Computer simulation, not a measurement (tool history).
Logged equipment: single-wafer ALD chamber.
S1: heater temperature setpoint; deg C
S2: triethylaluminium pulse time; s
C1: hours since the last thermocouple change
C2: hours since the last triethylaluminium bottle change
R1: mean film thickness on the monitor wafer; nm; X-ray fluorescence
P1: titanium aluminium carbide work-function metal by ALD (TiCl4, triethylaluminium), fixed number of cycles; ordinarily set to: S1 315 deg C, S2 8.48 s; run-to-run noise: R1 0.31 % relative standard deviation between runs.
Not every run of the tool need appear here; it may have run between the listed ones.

{"run": 1, "day": 0.35, "S1": 315, "S2": 8.48, "C1": 772.1, "C2": 356.8, "R1": 2.092}
{"run": 2, "day": 0.696, "S1": 315, "S2": 3.6, "C1": 780.4, "C2": 365.1, "R1": 1.569}
{"run": 3, "day": 1.133, "S1": 293, "S2": 8.48, "C1": 790.9, "C2": 375.6, "R1": 1.9129}
{"run": 4, "day": 1.529, "S1": 315, "S2": 8.48, "C1": 800.4, "C2": 385.1, "R1": 2.1015}
{"run": 5, "day": 1.908, "S1": 315, "S2": 13.14, "C1": 809.5, "C2": 394.2, "R1": 2.1961}
{"run": 6, "day": 2.271, "S1": 315, "S2": 8.48, "C1": 818.2, "C2": 402.9, "R1": 2.0943}
{"day": 2.604, "done": "thermocouple changed; heater temperature recalibrated"}
{"run": 7, "day": 2.654, "S1": 327, "S2": 5.47, "C1": 1.3, "C2": 412.1, "R1": 1.9782}
{"run": 8, "day": 3.333, "S1": 315, "S2": 8.48, "C1": 17.6, "C2": 428.4, "R1": 2.1019}
{"run": 9, "day": 3.788, "S1": 315, "S2": 8.48, "C1": 28.5, "C2": 439.3, "R1": 2.1023}
{"run": 10, "day": 4.446, "S1": 340, "S2": 8.48, "C1": 44.3, "C2": 455.1, "R1": 2.3208}
{"run": 11, "day": 4.854, "S1": 315, "S2": 8.48, "C1": 54.1, "C2": 464.9, "R1": 2.1077}
{"run": 12, "day": 5.346, "S1": 315, "S2": 8.48, "C1": 65.9, "C2": 476.7, "R1": 2.0955}
{"run": 13, "day": 5.792, "S1": 315, "S2": 8.48, "C1": 76.6, "C2": 487.4, "R1": 2.0991}
{"run": 14, "day": 6.358, "S1": 315, "S2": 8.48, "C1": 90.2, "C2": 501.0, "R1": 2.0835}
{"run": 15, "day": 6.904, "S1": 315, "S2": 8.48, "C1": 103.3, "C2": 514.1, "R1": 2.0768}
{"run": 16, "day": 7.521, "S1": 315, "S2": 8.48, "C1": 118.1, "C2": 528.9, "R1": 2.0906}
{"run": 17, "day": 8.175, "S1": 315, "S2": 8.48, "C1": 133.8, "C2": 544.6, "R1": 2.0678}
{"run": 18, "day": 8.654, "S1": 315, "S2": 8.48, "C1": 145.3, "C2": 556.1, "R1": 2.0767}
{"run": 19, "day": 9.021, "S1": 315, "S2": 8.48, "C1": 154.1, "C2": 564.9, "R1": 2.0743}
{"run": 20, "day": 9.671, "S1": 315, "S2": 8.48, "C1": 169.7, "C2": 580.5, "R1": 2.0697}
{"run": 21, "day": 10.112, "S1": 315, "S2": 8.48, "C1": 180.3, "C2": 591.1, "R1": 2.0738}
{"run": 22, "day": 10.492, "S1": 315, "S2": 8.48, "C1": 189.4, "C2": 600.2, "R1": 2.073}
{"run": 23, "day": 10.808, "S1": 315, "S2": 8.48, "C1": 197.0, "C2": 607.8, "R1": 2.073}

P1 has crept away from where it was. The log is fitted equally well by each of these 2 causes, at the sizes shown:
A: triethylaluminium dose below that of a fresh bottle (%) = 8.92
B: wafer temperature below the value expected at the setpoint (K) = 4.1
The process output started creeping at around day 5.346.

The check runs listed below each take one wafer, and their results are still question marks. Under which run would the listed causes lead to clearly different results?
{"run": "check 1", "day": 11.125, "S1": 338, "S2": 8.48, "R1": "?"}
{"run": "check 2", "day": 11.125, "S1": 315, "S2": 4.72, "R1": "?"}
{"run": "check 3", "day": 11.125, "S1": 301, "S2": 8.48, "R1": "?"}
{"run": "check 4", "day": 11.125, "S1": 338, "S2": 10.77, "R1": "?"}

What each check would give under each cause:
check=check_1 result=R1 if_A=2.2660 if_B=2.2690
check=check_2 result=R1 if_A=1.7184 if_B=1.7564
check=check_3 result=R1 if_A=1.9494 if_B=1.9478
check=check_4 result=R1 if_A=2.3531 if_B=2.3393
Smallest distance between any two causes, each pair judged by its most separating result, in per cent: check 1 0.13 %; check 2 2.19 %; check 3 0.08 %; check 4 0.59 %
The causes can be told apart only by check 2. The other checks would give nearly the same results under each of them.

Check 2 has now been run. It gave: R1 1.7555 nm. Which of the candidate causes is it?

B is the cause: wafer temperature below the value expected at the setpoint (K).
